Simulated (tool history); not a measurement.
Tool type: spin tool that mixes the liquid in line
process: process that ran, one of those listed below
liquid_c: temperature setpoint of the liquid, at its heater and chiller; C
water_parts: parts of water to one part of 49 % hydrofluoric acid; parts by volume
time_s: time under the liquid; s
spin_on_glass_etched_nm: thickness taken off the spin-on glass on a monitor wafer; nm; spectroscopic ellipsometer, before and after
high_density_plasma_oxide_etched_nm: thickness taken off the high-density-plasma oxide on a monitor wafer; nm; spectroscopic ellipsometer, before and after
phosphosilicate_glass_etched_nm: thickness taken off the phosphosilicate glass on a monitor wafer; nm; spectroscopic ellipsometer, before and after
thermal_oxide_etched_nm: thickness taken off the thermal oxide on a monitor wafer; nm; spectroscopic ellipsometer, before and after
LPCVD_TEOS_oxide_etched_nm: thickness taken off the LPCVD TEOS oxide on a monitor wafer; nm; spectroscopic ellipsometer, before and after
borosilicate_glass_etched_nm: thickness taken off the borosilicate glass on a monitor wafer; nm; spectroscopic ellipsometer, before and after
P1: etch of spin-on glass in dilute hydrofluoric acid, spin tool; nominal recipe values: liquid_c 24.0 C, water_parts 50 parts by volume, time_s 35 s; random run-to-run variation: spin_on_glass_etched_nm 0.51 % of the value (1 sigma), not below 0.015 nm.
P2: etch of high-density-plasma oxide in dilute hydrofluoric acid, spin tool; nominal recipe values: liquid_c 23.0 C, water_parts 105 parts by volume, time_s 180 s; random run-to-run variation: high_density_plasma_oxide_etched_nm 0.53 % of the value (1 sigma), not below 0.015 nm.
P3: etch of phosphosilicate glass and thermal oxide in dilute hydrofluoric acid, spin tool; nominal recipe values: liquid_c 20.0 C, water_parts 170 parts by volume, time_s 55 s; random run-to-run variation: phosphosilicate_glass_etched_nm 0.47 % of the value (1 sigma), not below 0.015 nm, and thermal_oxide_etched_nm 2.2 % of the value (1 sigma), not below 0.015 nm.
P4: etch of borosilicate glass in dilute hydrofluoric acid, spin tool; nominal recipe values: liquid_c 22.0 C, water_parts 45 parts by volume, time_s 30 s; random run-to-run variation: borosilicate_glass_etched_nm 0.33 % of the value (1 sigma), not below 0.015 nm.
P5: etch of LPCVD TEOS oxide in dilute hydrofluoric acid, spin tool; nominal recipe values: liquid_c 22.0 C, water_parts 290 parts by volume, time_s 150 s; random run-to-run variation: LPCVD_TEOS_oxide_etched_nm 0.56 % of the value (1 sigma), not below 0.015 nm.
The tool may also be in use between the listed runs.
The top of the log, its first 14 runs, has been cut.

run,day,process,liquid_c,water_parts,time_s,spin_on_glass_etched_nm,high_density_plasma_oxide_etched_nm,phosphosilicate_glass_etched_nm,thermal_oxide_etched_nm,LPCVD_TEOS_oxide_etched_nm,borosilicate_glass_etched_nm
15,3.988,P2,17.0,105,180,,8.0522,,,,
16,4.204,P5,22.0,290,265,,,,,21.6330,
17,4.408,P1,29.5,50,50,74.680,,,,,
18,4.683,P3,20.0,170,55,,,25.6010,1.13300,,
19,4.950,P4,22.0,45,30,,,,,,14.581
20,5.283,P5,30.5,290,150,,,,,16.4940,
21,5.512,P1,31.5,50,35,56.205,,,,,
22,5.775,P2,23.0,105,180,,10.3080,,,,
23,6.042,P1,24.0,50,35,42.456,,,,,
24,6.317,P4,30.0,45,30,,,,,,20.480
25,6.658,P4,22.0,30,30,,,,,,22.495
26,6.925,P3,20.0,170,55,,,25.6810,1.04600,,
27,7.146,P1,24.0,50,35,41.959,,,,,
28,7.321,P3,20.0,260,55,,,15.2970,0.66710,,

Run 29 comes next. What will it give?
29,7.492,P3,17.0,170,55,,,?,?,,

For run 29 the tool returned phosphosilicate_glass_etched_nm 22.8010 nm, thermal_oxide_etched_nm 0.97184 nm.

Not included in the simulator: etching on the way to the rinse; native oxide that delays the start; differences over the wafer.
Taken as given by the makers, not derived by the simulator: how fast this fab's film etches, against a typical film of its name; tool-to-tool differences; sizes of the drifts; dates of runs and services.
